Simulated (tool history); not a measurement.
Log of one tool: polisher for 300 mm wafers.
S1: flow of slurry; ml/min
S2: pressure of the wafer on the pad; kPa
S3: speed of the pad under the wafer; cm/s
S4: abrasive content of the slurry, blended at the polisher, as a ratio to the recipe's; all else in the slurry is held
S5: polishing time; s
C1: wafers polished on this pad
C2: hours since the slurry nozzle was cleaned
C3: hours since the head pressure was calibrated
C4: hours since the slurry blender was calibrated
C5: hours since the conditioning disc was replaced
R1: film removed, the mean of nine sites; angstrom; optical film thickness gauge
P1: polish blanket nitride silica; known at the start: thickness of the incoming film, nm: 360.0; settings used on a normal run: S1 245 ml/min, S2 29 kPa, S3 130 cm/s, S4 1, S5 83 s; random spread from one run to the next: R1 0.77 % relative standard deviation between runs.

| run | day | S1 | S2 | S3 | S4 | S5 | C1 | C2 | C3 | C4 | C5 | R1 |
|---|---|---|---|---|---|---|---|---|---|---|---|---|
| 1 | 0.242 | 245 | 29 | 130 | 1 | 83 | 424 | 218 | 500.7 | 213.4 | 161.2 | 790.59 |
| 2 | 0.471 | 245 | 29 | 130 | 1 | 83 | 488 | 223.5 | 506.2 | 218.9 | 166.7 | 801.95 |
|  | 0.583 | slurry blender recalibrated |
| 3 | 0.696 | 245 | 29 | 80 | 1 | 83 | 551 | 228.9 | 511.6 | 2.7 | 172.1 | 538.27 |
| 4 | 0.9 | 245 | 29 | 130 | 1 | 83 | 608 | 233.8 | 516.5 | 7.6 | 177 | 800.86 |
| 5 | 1.112 | 245 | 40.7 | 130 | 1 | 83 | 668 | 238.9 | 521.6 | 12.7 | 182.1 | 1106.1 |
|  | 1.133 | slurry nozzle cleaned |
| 6 | 1.312 | 245 | 29 | 130 | 1 | 38 | 724 | 4.3 | 526.4 | 17.5 | 186.9 | 360.47 |
| 7 | 1.458 | 245 | 29 | 130 | 1.45 | 83 | 764 | 7.8 | 529.9 | 21 | 190.4 | 934.86 |
| 8 | 1.712 | 245 | 29 | 184 | 1 | 83 | 835 | 13.9 | 536 | 27.1 | 196.5 | 1067.3 |
| 9 | 1.858 | 315 | 29 | 130 | 1 | 83 | 876 | 17.4 | 539.5 | 30.6 | 200 | 814.86 |
| 10 | 2.017 | 245 | 29 | 130 | 1 | 125 | 920 | 21.2 | 543.3 | 34.4 | 203.8 | 1198.8 |
| 11 | 2.133 | 245 | 13.8 | 130 | 1 | 83 | 953 | 24 | 546.1 | 37.2 | 206.6 | 379.38 |
| 12 | 2.288 | 305 | 29 | 130 | 0.65 | 83 | 996 | 27.7 | 549.8 | 40.9 | 210.3 | 661.33 |
| 13 | 2.446 | 245 | 42.7 | 166 | 1 | 83 | 1040 | 31.5 | 553.6 | 44.7 | 214.1 | 1458.7 |
| 14 | 2.608 | 245 | 29 | 130 | 1 | 83 | 1086 | 35.4 | 557.5 | 48.6 | 218 | 794.46 |
|  | 2.629 | conditioning disc replaced and pad reconditioned |
| 15 | 2.817 | 245 | 29 | 130 | 0.55 | 83 | 1144 | 40.4 | 562.5 | 53.6 | 4.6 | 575.59 |
| 16 | 2.95 | 245 | 29 | 130 | 1 | 83 | 1181 | 43.6 | 565.7 | 56.8 | 7.8 | 805.54 |
| 17 | 3.217 | 145 | 29 | 130 | 1 | 83 | 1256 | 50 | 572.1 | 63.2 | 14.2 | 742.58 |
| 18 | 3.396 | 245 | 29 | 130 | 1 | 83 | 1306 | 54.3 | 576.4 | 67.5 | 18.5 | 798 |
| 19 | 3.592 | 245 | 29 | 130 | 1 | 83 | 1360 | 59 | 581.1 | 72.2 | 23.2 | 802.42 |

What does the tool deliver on the next run?
| 20 | 3.842 | 245 | 29 | 130 | 1 | 83 | 1430 | 65 | 587.1 | 78.2 | 29.2 | ? |

R1: 768.54 angstrom

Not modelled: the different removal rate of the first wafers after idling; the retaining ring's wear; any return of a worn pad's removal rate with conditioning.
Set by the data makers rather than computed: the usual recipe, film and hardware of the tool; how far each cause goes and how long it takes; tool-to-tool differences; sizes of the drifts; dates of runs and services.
